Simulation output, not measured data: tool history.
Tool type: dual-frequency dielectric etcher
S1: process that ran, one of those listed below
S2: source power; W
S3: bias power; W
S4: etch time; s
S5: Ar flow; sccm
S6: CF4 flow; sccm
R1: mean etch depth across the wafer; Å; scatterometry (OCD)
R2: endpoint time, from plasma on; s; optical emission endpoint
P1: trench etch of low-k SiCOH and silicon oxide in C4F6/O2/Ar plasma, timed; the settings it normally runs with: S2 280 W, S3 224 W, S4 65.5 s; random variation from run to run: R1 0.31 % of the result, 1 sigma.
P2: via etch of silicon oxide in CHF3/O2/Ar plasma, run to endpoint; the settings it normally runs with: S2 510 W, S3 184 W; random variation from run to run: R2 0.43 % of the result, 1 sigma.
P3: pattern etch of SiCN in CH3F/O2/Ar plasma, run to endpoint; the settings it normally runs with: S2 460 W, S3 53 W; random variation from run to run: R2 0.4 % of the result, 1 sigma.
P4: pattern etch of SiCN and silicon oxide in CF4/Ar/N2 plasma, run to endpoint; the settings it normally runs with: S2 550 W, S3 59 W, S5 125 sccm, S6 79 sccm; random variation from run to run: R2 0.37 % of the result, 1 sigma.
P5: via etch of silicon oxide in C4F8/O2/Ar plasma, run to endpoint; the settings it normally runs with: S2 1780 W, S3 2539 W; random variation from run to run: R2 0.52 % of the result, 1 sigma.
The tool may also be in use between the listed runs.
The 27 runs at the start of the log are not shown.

run   hour  S1   S2   S3    S4   S5  S6      R1      R2
 28  259.3  P1  280  224  36.5           1123.1
 29  266.6  P4  330   59        125  79          23.029
 30  271.8  P1  280  224  65.5           2018.5
 31  279.7  P1  280  224  65.5           2026.5
 32  288.1  P1  280  224  65.5           2036.1
 33  296.5  P1  280  224  65.5           2026.9
     300.3  -- wet clean of the chamber
 34  305.8  P1  280  224  65.5           2041.2
 35  312.6  P1  280  224  65.5           2051.8
 36  320.6  P1  280  224  65.5           2044.0
 37  326.7  P1  280  224  65.5           2034.7
 38  336.3  P1  280  224  65.5           2045.6

Expected results for the next run?
 39  341.6  P1  280  224  65.5           ?

Run 39 gave R1 2044.4 Å.

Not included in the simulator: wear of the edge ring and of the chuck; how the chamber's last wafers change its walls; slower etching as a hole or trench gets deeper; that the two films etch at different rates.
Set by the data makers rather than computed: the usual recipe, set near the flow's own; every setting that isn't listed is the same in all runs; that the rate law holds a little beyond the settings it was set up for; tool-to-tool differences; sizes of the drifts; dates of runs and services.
